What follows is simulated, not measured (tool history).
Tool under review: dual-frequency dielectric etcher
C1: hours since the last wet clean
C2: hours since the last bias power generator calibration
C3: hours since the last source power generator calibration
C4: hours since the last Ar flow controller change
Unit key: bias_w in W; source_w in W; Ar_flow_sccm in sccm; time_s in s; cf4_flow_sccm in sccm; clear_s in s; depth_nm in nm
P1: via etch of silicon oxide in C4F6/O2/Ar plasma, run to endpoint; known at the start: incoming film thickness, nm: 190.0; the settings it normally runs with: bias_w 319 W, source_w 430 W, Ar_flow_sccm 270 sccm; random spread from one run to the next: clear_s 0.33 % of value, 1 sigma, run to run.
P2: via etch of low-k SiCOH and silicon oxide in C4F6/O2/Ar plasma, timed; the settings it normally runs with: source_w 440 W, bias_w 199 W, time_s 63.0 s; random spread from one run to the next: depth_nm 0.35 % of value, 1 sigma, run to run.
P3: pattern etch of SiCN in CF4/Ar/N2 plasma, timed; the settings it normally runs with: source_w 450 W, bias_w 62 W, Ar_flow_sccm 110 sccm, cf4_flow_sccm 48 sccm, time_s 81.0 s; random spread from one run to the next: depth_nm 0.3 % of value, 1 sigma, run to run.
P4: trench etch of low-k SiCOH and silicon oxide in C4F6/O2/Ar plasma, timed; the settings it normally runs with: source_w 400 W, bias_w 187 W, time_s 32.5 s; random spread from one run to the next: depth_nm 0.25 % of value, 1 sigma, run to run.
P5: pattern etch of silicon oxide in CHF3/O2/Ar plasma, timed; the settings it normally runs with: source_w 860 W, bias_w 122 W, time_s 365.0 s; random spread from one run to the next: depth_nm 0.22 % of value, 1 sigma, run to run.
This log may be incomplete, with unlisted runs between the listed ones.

{"run": 1, "day": 0.175, "process": "P1", "bias_w": 319, "source_w": 430, "Ar_flow_sccm": 270, "C1": 60.8, "C2": 524.7, "C3": 892.1, "C4": 1710.5, "clear_s": 46.536}
{"run": 2, "day": 0.321, "process": "P1", "bias_w": 319, "source_w": 430, "Ar_flow_sccm": 270, "C1": 64.3, "C2": 528.2, "C3": 895.6, "C4": 1714.0, "clear_s": 46.969}
{"run": 3, "day": 0.525, "process": "P1", "bias_w": 319, "source_w": 430, "Ar_flow_sccm": 270, "C1": 69.2, "C2": 533.1, "C3": 900.5, "C4": 1718.9, "clear_s": 46.525}
{"run": 4, "day": 0.704, "process": "P1", "bias_w": 430, "source_w": 430, "Ar_flow_sccm": 351, "C1": 73.5, "C2": 537.4, "C3": 904.8, "C4": 1723.2, "clear_s": 43.142}
{"run": 5, "day": 0.9, "process": "P2", "bias_w": 199, "source_w": 440, "time_s": 63.0, "C1": 78.2, "C2": 542.1, "C3": 909.5, "C4": 1727.9, "depth_nm": 191.36}
{"run": 6, "day": 1.008, "process": "P1", "bias_w": 191, "source_w": 430, "Ar_flow_sccm": 270, "C1": 80.8, "C2": 544.7, "C3": 912.1, "C4": 1730.5, "clear_s": 55.231}
{"run": 7, "day": 1.238, "process": "P5", "bias_w": 122, "source_w": 1180, "time_s": 365.0, "C1": 86.3, "C2": 550.2, "C3": 917.6, "C4": 1736.0, "depth_nm": 824.53}
{"run": 8, "day": 1.471, "process": "P2", "bias_w": 199, "source_w": 440, "time_s": 91.0, "C1": 91.9, "C2": 555.8, "C3": 923.2, "C4": 1741.6, "depth_nm": 273.79}
{"run": 9, "day": 1.6, "process": "P4", "bias_w": 187, "source_w": 400, "time_s": 32.5, "C1": 95.0, "C2": 558.9, "C3": 926.3, "C4": 1744.7, "depth_nm": 98.257}
{"run": 10, "day": 1.821, "process": "P2", "bias_w": 199, "source_w": 530, "time_s": 63.0, "C1": 100.3, "C2": 564.2, "C3": 931.6, "C4": 1750.0, "depth_nm": 204.75}
{"run": 11, "day": 1.967, "process": "P1", "bias_w": 319, "source_w": 430, "Ar_flow_sccm": 219, "C1": 103.8, "C2": 567.7, "C3": 935.1, "C4": 1753.5, "clear_s": 45.588}
{"run": 12, "day": 2.075, "process": "P1", "bias_w": 319, "source_w": 610, "Ar_flow_sccm": 270, "C1": 106.4, "C2": 570.3, "C3": 937.7, "C4": 1756.1, "clear_s": 40.874}
{"run": 13, "day": 2.271, "process": "P2", "bias_w": 244, "source_w": 440, "time_s": 63.0, "C1": 111.1, "C2": 575.0, "C3": 942.4, "C4": 1760.8, "depth_nm": 203.87}
{"run": 14, "day": 2.454, "process": "P4", "bias_w": 187, "source_w": 330, "time_s": 32.5, "C1": 115.5, "C2": 579.4, "C3": 946.8, "C4": 1765.2, "depth_nm": 91.491}
{"run": 15, "day": 2.629, "process": "P2", "bias_w": 199, "source_w": 440, "time_s": 63.0, "C1": 119.7, "C2": 583.6, "C3": 951.0, "C4": 1769.4, "depth_nm": 189.99}
{"day": 2.662, "done": "wet clean of the chamber"}
{"run": 16, "day": 2.821, "process": "P1", "bias_w": 319, "source_w": 430, "Ar_flow_sccm": 270, "C1": 3.8, "C2": 588.2, "C3": 955.6, "C4": 1774.0, "clear_s": 46.495}
{"run": 17, "day": 3.046, "process": "P1", "bias_w": 319, "source_w": 430, "Ar_flow_sccm": 270, "C1": 9.2, "C2": 593.6, "C3": 961.0, "C4": 1779.4, "clear_s": 46.487}
{"run": 18, "day": 3.171, "process": "P4", "bias_w": 127, "source_w": 400, "time_s": 32.5, "C1": 12.2, "C2": 596.6, "C3": 964.0, "C4": 1782.4, "depth_nm": 88.039}
{"day": 3.271, "done": "source power generator calibrated"}
{"run": 19, "day": 3.342, "process": "P1", "bias_w": 423, "source_w": 430, "Ar_flow_sccm": 270, "C1": 16.3, "C2": 600.7, "C3": 1.7, "C4": 1786.5, "clear_s": 42.325}
{"run": 20, "day": 3.554, "process": "P1", "bias_w": 319, "source_w": 430, "Ar_flow_sccm": 378, "C1": 21.4, "C2": 605.8, "C3": 6.8, "C4": 1791.6, "clear_s": 48.62}
{"run": 21, "day": 3.688, "process": "P3", "bias_w": 62, "source_w": 450, "Ar_flow_sccm": 110, "time_s": 112.5, "cf4_flow_sccm": 48, "C1": 24.6, "C2": 609.0, "C3": 10.0, "C4": 1794.8, "depth_nm": 84.468}
{"run": 22, "day": 3.8, "process": "P3", "bias_w": 82, "source_w": 450, "Ar_flow_sccm": 110, "time_s": 81.0, "cf4_flow_sccm": 48, "C1": 27.3, "C2": 611.7, "C3": 12.7, "C4": 1797.5, "depth_nm": 68.444}
{"run": 23, "day": 3.929, "process": "P3", "bias_w": 62, "source_w": 450, "Ar_flow_sccm": 110, "time_s": 81.0, "cf4_flow_sccm": 67, "C1": 30.4, "C2": 614.8, "C3": 15.8, "C4": 1800.6, "depth_nm": 65.02}
{"run": 24, "day": 4.171, "process": "P5", "bias_w": 122, "source_w": 860, "time_s": 365.0, "C1": 36.2, "C2": 620.6, "C3": 21.6, "C4": 1806.4, "depth_nm": 723.19}
{"run": 25, "day": 4.325, "process": "P3", "bias_w": 62, "source_w": 450, "Ar_flow_sccm": 89, "time_s": 81.0, "cf4_flow_sccm": 48, "C1": 39.9, "C2": 624.3, "C3": 25.3, "C4": 1810.1, "depth_nm": 63.855}
{"run": 26, "day": 4.496, "process": "P3", "bias_w": 62, "source_w": 610, "Ar_flow_sccm": 110, "time_s": 81.0, "cf4_flow_sccm": 48, "C1": 44.0, "C2": 628.4, "C3": 29.4, "C4": 1814.2, "depth_nm": 80.074}
{"run": 27, "day": 4.733, "process": "P5", "bias_w": 122, "source_w": 860, "time_s": 231.5, "C1": 49.7, "C2": 634.1, "C3": 35.1, "C4": 1819.9, "depth_nm": 457.02}
{"run": 28, "day": 4.946, "process": "P5", "bias_w": 122, "source_w": 860, "time_s": 365.0, "C1": 54.8, "C2": 639.2, "C3": 40.2, "C4": 1825.0, "depth_nm": 725.65}
{"run": 29, "day": 5.062, "process": "P3", "bias_w": 62, "source_w": 450, "Ar_flow_sccm": 110, "time_s": 81.0, "cf4_flow_sccm": 48, "C1": 57.6, "C2": 642.0, "C3": 43.0, "C4": 1827.8, "depth_nm": 61.256}
{"run": 30, "day": 5.217, "process": "P4", "bias_w": 187, "source_w": 400, "time_s": 24.5, "C1": 61.3, "C2": 645.7, "C3": 46.7, "C4": 1831.5, "depth_nm": 74.139}
{"run": 31, "day": 5.346, "process": "P1", "bias_w": 319, "source_w": 340, "Ar_flow_sccm": 270, "C1": 64.4, "C2": 648.8, "C3": 49.8, "C4": 1834.6, "clear_s": 51.016}
{"run": 32, "day": 5.496, "process": "P5", "bias_w": 153, "source_w": 860, "time_s": 365.0, "C1": 68.0, "C2": 652.4, "C3": 53.4, "C4": 1838.2, "depth_nm": 777.16}
{"run": 33, "day": 5.717, "process": "P1", "bias_w": 319, "source_w": 430, "Ar_flow_sccm": 270, "C1": 73.3, "C2": 657.7, "C3": 58.7, "C4": 1843.5, "clear_s": 46.723}
{"run": 34, "day": 5.838, "process": "P1", "bias_w": 319, "source_w": 430, "Ar_flow_sccm": 270, "C1": 76.2, "C2": 660.6, "C3": 61.6, "C4": 1846.4, "clear_s": 46.323}
{"run": 35, "day": 5.988, "process": "P1", "bias_w": 319, "source_w": 430, "Ar_flow_sccm": 270, "C1": 79.8, "C2": 664.2, "C3": 65.2, "C4": 1850.0, "clear_s": 46.241}
{"run": 36, "day": 6.233, "process": "P1", "bias_w": 319, "source_w": 430, "Ar_flow_sccm": 270, "C1": 85.7, "C2": 670.1, "C3": 71.1, "C4": 1855.9, "clear_s": 45.971}
{"run": 37, "day": 6.367, "process": "P1", "bias_w": 319, "source_w": 430, "Ar_flow_sccm": 270, "C1": 88.9, "C2": 673.3, "C3": 74.3, "C4": 1859.1, "clear_s": 46.051}
{"run": 38, "day": 6.612, "process": "P1", "bias_w": 319, "source_w": 430, "Ar_flow_sccm": 270, "C1": 94.8, "C2": 679.2, "C3": 80.2, "C4": 1865.0, "clear_s": 45.686}
{"day": 6.754, "done": "Ar flow controller replaced"}
{"run": 39, "day": 6.758, "process": "P1", "bias_w": 319, "source_w": 430, "Ar_flow_sccm": 270, "C1": 98.3, "C2": 682.7, "C3": 83.7, "C4": 0.2, "clear_s": 46.014}
{"day": 6.808, "done": "wet clean of the chamber"}
{"run": 40, "day": 6.992, "process": "P1", "bias_w": 319, "source_w": 430, "Ar_flow_sccm": 270, "C1": 4.5, "C2": 688.3, "C3": 89.3, "C4": 5.8, "clear_s": 45.847}
{"run": 41, "day": 7.167, "process": "P1", "bias_w": 319, "source_w": 430, "Ar_flow_sccm": 270, "C1": 8.7, "C2": 692.5, "C3": 93.5, "C4": 10.0, "clear_s": 45.993}
{"run": 42, "day": 7.296, "process": "P1", "bias_w": 319, "source_w": 430, "Ar_flow_sccm": 270, "C1": 11.8, "C2": 695.6, "C3": 96.6, "C4": 13.1, "clear_s": 45.988}

The log shows P1 creeping away from where it was. Any of the 2 causes listed here, at the size stated for it, fits the log just as well as the others:
A: source power that arrives over what is set, % = 4.52
B: bias power that arrives over what is set, % = 4.91
The drift started at roughly day 5.717.
What rules out each remaining cause:
chamber walls in a state that raises the etch rate, %: work on it at day 6.808, done after the drift set in, did not restore what the process gave before
Ar flow that arrives under what is set, %: work on it at day 6.754, done after the drift set in, did not restore what the process gave before

Listed below are the offered check runs, one wafer per run, with question marks in place of results. For which of them would the causes give clearly different outcomes?
{"run": "check 1", "day": 7.425, "process": "P3", "bias_w": 62, "source_w": 450, "Ar_flow_sccm": 110, "time_s": 81.0, "cf4_flow_sccm": 48, "depth_nm": "?"}
{"run": "check 2", "day": 7.425, "process": "P2", "bias_w": 199, "source_w": 440, "time_s": 63.0, "depth_nm": "?"}
{"run": "check 3", "day": 7.425, "process": "P4", "bias_w": 187, "source_w": 400, "time_s": 32.5, "depth_nm": "?"}
{"run": "check 4", "day": 7.425, "process": "P5", "bias_w": 122, "source_w": 860, "time_s": 365.0, "depth_nm": "?"}

What every check run would give for each of its results, assuming each possible cause in turn:
check=check_1 result=depth_nm if_A=63.736 if_B=62.407
check=check_2 result=depth_nm if_A=194.010 if_B=193.680
check=check_3 result=depth_nm if_A=100.280 if_B=100.100
check=check_4 result=depth_nm if_A=737.950 if_B=735.690
Separation of the two closest causes in each check, using whichever result separates them best: check 1 2.11 %; check 2 0.17 %; check 3 0.18 %; check 4 0.31 %
Only check 1 tells the causes apart: in the others they would give nearly the same result.

Check 1 was then run and gave: depth_nm 62.513 nm. Which cause is it?

B is the cause: bias power that arrives over what is set, %.

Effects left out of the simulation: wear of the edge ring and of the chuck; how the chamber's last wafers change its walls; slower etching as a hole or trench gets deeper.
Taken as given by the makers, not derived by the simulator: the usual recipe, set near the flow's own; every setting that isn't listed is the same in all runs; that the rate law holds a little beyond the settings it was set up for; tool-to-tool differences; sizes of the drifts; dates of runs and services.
